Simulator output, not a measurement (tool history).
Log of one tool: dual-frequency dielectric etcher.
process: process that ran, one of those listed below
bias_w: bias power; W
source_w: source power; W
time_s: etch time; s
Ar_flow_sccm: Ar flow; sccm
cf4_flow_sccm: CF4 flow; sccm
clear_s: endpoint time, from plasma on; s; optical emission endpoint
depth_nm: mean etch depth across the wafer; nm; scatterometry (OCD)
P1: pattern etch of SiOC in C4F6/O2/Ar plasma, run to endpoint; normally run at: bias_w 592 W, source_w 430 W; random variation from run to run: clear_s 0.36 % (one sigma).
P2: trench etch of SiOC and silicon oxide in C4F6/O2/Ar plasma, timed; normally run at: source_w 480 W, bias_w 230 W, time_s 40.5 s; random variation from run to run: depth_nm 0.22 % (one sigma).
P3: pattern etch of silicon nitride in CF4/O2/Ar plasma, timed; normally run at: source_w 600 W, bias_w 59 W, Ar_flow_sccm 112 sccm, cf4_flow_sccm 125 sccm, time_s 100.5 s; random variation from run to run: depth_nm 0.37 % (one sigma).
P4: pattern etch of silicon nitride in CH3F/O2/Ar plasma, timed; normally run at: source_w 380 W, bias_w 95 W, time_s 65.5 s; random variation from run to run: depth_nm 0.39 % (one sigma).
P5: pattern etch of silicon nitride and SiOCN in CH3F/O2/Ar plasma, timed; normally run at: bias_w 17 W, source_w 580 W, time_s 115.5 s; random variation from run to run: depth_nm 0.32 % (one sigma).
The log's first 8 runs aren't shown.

run,hour,process,bias_w,source_w,time_s,Ar_flow_sccm,cf4_flow_sccm,hours since the last wet clean,hours since the last bias power generator calibration,hours since the last source power generator calibration,clear_s,depth_nm
9,36.3,P5,14,580,115.5,,,11,2307.4,2745.8,,14.802
10,39.9,P4,95,380,65.5,,,14.6,2311,2749.4,,46.96
11,43.9,P1,592,430,,,,18.6,2315,2753.4,9.4865,
12,47.7,P5,17,750,115.5,,,22.4,2318.8,2757.2,,17.554
13,50.7,P1,786,430,,,,25.4,2321.8,2760.2,8.5043,
14,55.9,P3,59,600,100.5,156,125,30.6,2327,2765.4,,231.65
15,61.1,P1,592,430,,,,35.8,2332.2,2770.6,9.4904,
16,63.5,P3,59,600,100.5,112,86,38.2,2334.6,2773,,232.77
17,65.9,P5,17,580,115.5,,,40.6,2337,2775.4,,15.957
18,70,P1,592,250,,,,44.7,2341.1,2779.5,11.572,
19,74.1,P3,59,600,100.5,112,125,48.8,2345.2,2783.6,,240.86
20,77.3,P2,230,480,40.5,,,52,2348.4,2786.8,,90.083
21,82.4,P2,230,480,40.5,,,57.1,2353.5,2791.9,,90.558
22,85.1,P3,36,600,100.5,112,125,59.8,2356.2,2794.6,,202.94

The next listed run, before its measurement:
23,88.2,P1,592,430,,,,62.9,2359.3,2797.7,?,

clear_s: 9.4773 s
